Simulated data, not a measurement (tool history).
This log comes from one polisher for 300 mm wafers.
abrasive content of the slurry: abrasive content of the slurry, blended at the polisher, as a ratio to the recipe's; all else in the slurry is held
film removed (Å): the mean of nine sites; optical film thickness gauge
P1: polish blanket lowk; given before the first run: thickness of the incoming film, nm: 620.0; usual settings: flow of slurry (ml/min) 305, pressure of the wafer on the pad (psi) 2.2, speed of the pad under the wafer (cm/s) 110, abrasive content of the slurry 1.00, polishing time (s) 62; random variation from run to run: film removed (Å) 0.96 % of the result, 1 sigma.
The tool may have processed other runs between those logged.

run     day  flow of slurry (ml/min)  pressure of the wafer on the pad (psi)  speed of the pad under the wafer (cm/s)  abrasive content of the slurry  polishing time (s)  film removed (Å)
  1   0.238                      305                                     2.2                                      110                            1.00                  62            270.39
  2   0.679                      185                                     2.2                                      110                            1.00                  62            255.60
  3   0.929                      305                                     1.0                                      110                            1.00                  62            123.08
  4   1.242                      305                                     2.2                                      110                            1.00                  45            199.58
  5   1.729                      395                                     2.2                                      110                            1.00                  62            274.99
  6   1.983                      305                                     2.2                                      110                            1.00                  62            274.61
  7   2.396                      305                                     2.2                                      110                            1.00                  62            270.12
  8   2.908                      305                                     2.2                                      110                            1.00                  62            277.25
  9   3.271                      305                                     2.2                                      154                            1.00                  62            364.98
 10   3.554                      305                                     2.2                                      110                            1.00                  62            269.38
 11   3.958                      185                                     2.2                                      110                            1.00                  35            145.77
 12   4.467                      305                                     2.2                                      110                            0.55                  62            201.30
 13   4.729                      305                                     3.5                                      110                            1.00                  62            437.03
 14   5.021                      305                                     2.2                                      110                            1.35                  62            308.67
      5.183  -- slurry blender recalibrated
 15   5.367                      305                                     2.2                                      110                            1.00                  62            273.38
 16   5.662                      305                                     2.2                                      150                            0.65                  62            281.65
 17   6.192                      305                                     2.2                                       64                            1.00                  62            176.85
 18   6.733                      305                                     2.2                                      110                            1.00                  86            374.59
 19   7.142                      305                                     2.2                                      110                            1.00                  62            273.75
 20   7.629                      305                                     2.2                                      110                            1.00                  62            263.87
 21   7.896                      305                                     2.2                                      110                            1.00                  62            253.60
 22   8.133                      305                                     2.2                                      110                            1.00                  62            253.46
 23   8.558                      305                                     2.2                                      110                            1.00                  62            251.94
 24   8.992                      305                                     2.2                                      110                            1.00                  62            243.82
 25   9.242                      305                                     2.2                                      110                            1.00                  62            247.78
      9.262  -- conditioning disc replaced and pad reconditioned
      9.700  -- head pressure recalibrated
 26   9.758                      305                                     2.2                                      110                            1.00                  62            241.96
 27  10.258                      305                                     2.2                                      110                            1.00                  62            239.88
 28  10.717                      305                                     2.2                                      110                            1.00                  62            242.83
 29  11.062                      305                                     2.2                                      110                            1.00                  62            243.27
 30  11.400                      305                                     2.2                                      110                            1.00                  62            239.11

P1 has crept away from where it was. The log is fitted equally well by each of these 2 causes, at the sizes shown:
A: abrasive missing from the slurry, % = 22.7
B: removal rate lost through wear of the pad, % = 11.8
The gradual shift began around day 7.142.
Why every other cause is out:
slurry flow missing at the pad, %: limited to 40, which would change film removed (Å) by -5.7 %, either short of the creep or opposite in sign
head's pressure below its setpoint, %: serviced at day 9.700, which brought nothing back
time polished since the conditioner stopped cutting, s: serviced at day 9.262, which brought nothing back

Of the 4 check runs below, each run on 5 wafers with the results averaged and each result still a question mark, which one would tell the listed causes apart?
check 1  11.738                      185                                     2.2                                      110                            0.55                  62                 ?
check 2  11.738                      305                                     2.2                                       84                            1.00                  62                 ?
check 3  11.738                      305                                     2.2                                       66                            1.15                  62                 ?
check 4  11.738                      240                                     2.2                                      150                            1.00                  62                 ?

How each check would come out, cause by cause:
  check            result    if A    if B
check 1  film removed (Å)  160.16  166.25
check 2  film removed (Å)  194.62  194.57
check 3  film removed (Å)  172.12  170.54
check 4  film removed (Å)  302.17  302.09
Separation of the two closest causes in each check, using whichever result separates them best: check 1 3.73 %; check 2 0.03 %; check 3 0.92 %; check 4 0.03 %
The other checks would show nearly matching results whichever cause is true, so check 1 is the only one that separates the causes.

Running check 1 produced the following: film removed (Å) 160.46. Which one of the listed causes fits?

The cause is A: abrasive missing from the slurry, %.
